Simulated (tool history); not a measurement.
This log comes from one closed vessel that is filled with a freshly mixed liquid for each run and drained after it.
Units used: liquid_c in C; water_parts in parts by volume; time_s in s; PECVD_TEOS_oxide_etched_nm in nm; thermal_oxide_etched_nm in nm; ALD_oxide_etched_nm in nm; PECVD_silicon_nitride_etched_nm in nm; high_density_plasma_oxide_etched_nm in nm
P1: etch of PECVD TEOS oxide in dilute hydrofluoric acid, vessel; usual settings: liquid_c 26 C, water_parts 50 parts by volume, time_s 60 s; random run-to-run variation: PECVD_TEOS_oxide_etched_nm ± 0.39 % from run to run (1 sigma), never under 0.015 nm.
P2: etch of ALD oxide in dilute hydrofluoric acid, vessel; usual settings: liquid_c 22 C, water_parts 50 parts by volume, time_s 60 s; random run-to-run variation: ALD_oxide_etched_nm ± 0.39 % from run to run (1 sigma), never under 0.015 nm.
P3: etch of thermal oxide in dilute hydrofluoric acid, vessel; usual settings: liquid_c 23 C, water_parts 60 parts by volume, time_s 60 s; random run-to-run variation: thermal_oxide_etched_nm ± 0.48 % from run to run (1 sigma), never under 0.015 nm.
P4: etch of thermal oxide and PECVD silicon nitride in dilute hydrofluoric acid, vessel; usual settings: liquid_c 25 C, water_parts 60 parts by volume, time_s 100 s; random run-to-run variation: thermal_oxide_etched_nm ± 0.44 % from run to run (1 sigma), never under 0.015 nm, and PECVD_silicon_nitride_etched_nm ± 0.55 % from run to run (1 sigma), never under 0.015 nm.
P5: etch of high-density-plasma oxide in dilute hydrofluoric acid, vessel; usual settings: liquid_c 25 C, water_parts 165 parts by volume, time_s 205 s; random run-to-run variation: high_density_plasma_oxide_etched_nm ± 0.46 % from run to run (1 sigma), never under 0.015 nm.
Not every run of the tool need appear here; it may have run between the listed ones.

run	hour	process	liquid_c	water_parts	time_s	hours since the thermometer was replaced	hours since the hydrofluoric acid flow meter was replaced	PECVD_TEOS_oxide_etched_nm	thermal_oxide_etched_nm	ALD_oxide_etched_nm	PECVD_silicon_nitride_etched_nm	high_density_plasma_oxide_etched_nm
1	10.5	P1	26	50	60	438.4	968.4	16.229				
2	25.5	P3	23	100	60	453.4	983.4		2.749			
3	39.7	P3	23	60	115	467.6	997.6		9.3279			
4	50.5	P1	26	50	60	478.4	1008.4	16.265				
5	64.7	P2	22	20	60	492.6	1022.6			80.858		
6	72.4	P4	25	60	100	500.3	1030.3		8.232		6.5674	
7	80.5	P1	26	30	60	508.4	1038.4	27.771				
# hour 93.5: hydrofluoric acid flow meter replaced
8	97.4	P3	23	60	60	525.3	3.9		4.8732			
9	112.8	P1	26	50	60	540.7	19.3	16.246				
10	127.7	P4	18	60	100	555.6	34.2		6.0743		4.0895	
11	143.2	P1	26	50	60	571.1	49.7	16.236				
12	153.9	P1	34	50	60	581.8	60.4	22.261				
13	168.6	P1	26	50	60	596.5	75.1	16.315				
14	177.5	P1	18	50	30	605.4	84	5.7937				
15	188	P5	25	165	205	615.9	94.5					8.0506
16	204.6	P1	26	50	60	632.5	111.1	16.195				
17	213.1	P2	22	50	100	641	119.6			52.416		
18	230	P4	25	60	45	657.9	136.5		3.665		2.9833	
19	240.6	P4	25	60	100	668.5	147.1		8.1513		6.594	
20	256.7	P1	26	50	30	684.6	163.2	8.1013				
21	273.6	P3	23	60	60	701.5	180.1		4.8485			
22	284	P4	25	95	100	711.9	190.5		4.9396		4.2027	
23	291.6	P2	22	50	60	719.5	198.1			31.314		
24	303.4	P5	25	165	205	731.3	209.9					8.0467
25	319.2	P1	21.5	50	60	747.1	225.7	13.511				
26	334	P5	25	55	205	761.9	240.5					27.562
27	347.7	P1	26	85	60	775.6	254.2	9.1058				
28	362.4	P1	33.5	20	60	790.3	268.9	57.431				
29	375	P1	26	50	95	802.9	281.5	25.768				
30	383.8	P2	29	50	60	811.7	290.3			41.653		
31	391.1	P1	26	50	60	819	297.6	16.193				
32	398.7	P5	25	165	375	826.6	305.2					14.692
33	410.1	P5	19	165	205	838	316.6					6.3763
34	420.3	P1	18.5	90	60	848.2	326.8	6.3534				
35	427.9	P3	28	60	60	855.8	334.4		5.9486			
36	439.2	P1	26	50	60	867.1	345.7	16.259				
37	450.3	P1	26	50	60	878.2	356.8	15.821				
38	465.9	P1	26	50	60	893.8	372.4	15.225				
39	473.8	P1	26	50	60	901.7	380.3	15.08				
40	483.3	P1	26	50	60	911.2	389.8	14.898				
41	497.3	P1	26	50	60	925.2	403.8	14.955				
42	510	P1	26	50	60	937.9	416.5	14.672				
43	524.2	P1	26	50	60	952.1	430.7	14.728				
44	532.6	P1	26	50	60	960.5	439.1	14.733				

P1 no longer gives what it gave before; its output has crept away from where it was. The following 2 causes, each at its listed size, fit the log equally well:
A: hydrofluoric acid flow below the setpoint (%) = 8.62
B: liquid colder than its thermometer reads (K) = 2.37
Creep in the process output first set in at about hour 439.2.

Below are 4 check runs, each on a single wafer, with their results shown as question marks. Which of them would tell the listed causes apart, meaning the causes would give clearly different results under it?
check 1	541	P4	19	60	55				?		?	
check 2	541	P2	22	20	80					?		
check 3	541	P5	25	60	205							?
check 4	541	P3	23	90	80				?			

Outcome of each check run for each possible cause:
check	result	if A	if B
check 1	thermal_oxide_etched_nm	3.1879	3.1718
check 1	PECVD_silicon_nitride_etched_nm	2.2106	2.0427
check 2	ALD_oxide_etched_nm	98.905	97.953
check 3	high_density_plasma_oxide_etched_nm	22.868	22.886
check 4	thermal_oxide_etched_nm	3.7515	3.7664
Per check, the gap between the least separated pair of causes, taken in the result that splits them most: check 1 7.9 %; check 2 0.97 %; check 3 0.08 %; check 4 0.4 %
Only check 1 tells the causes apart: in the others they would give nearly the same result.

After running check 1, the following was obtained: thermal_oxide_etched_nm 3.1953 nm; PECVD_silicon_nitride_etched_nm 2.0224 nm. Which cause does this point to?

Of the candidate causes, it is B: liquid colder than its thermometer reads (K).

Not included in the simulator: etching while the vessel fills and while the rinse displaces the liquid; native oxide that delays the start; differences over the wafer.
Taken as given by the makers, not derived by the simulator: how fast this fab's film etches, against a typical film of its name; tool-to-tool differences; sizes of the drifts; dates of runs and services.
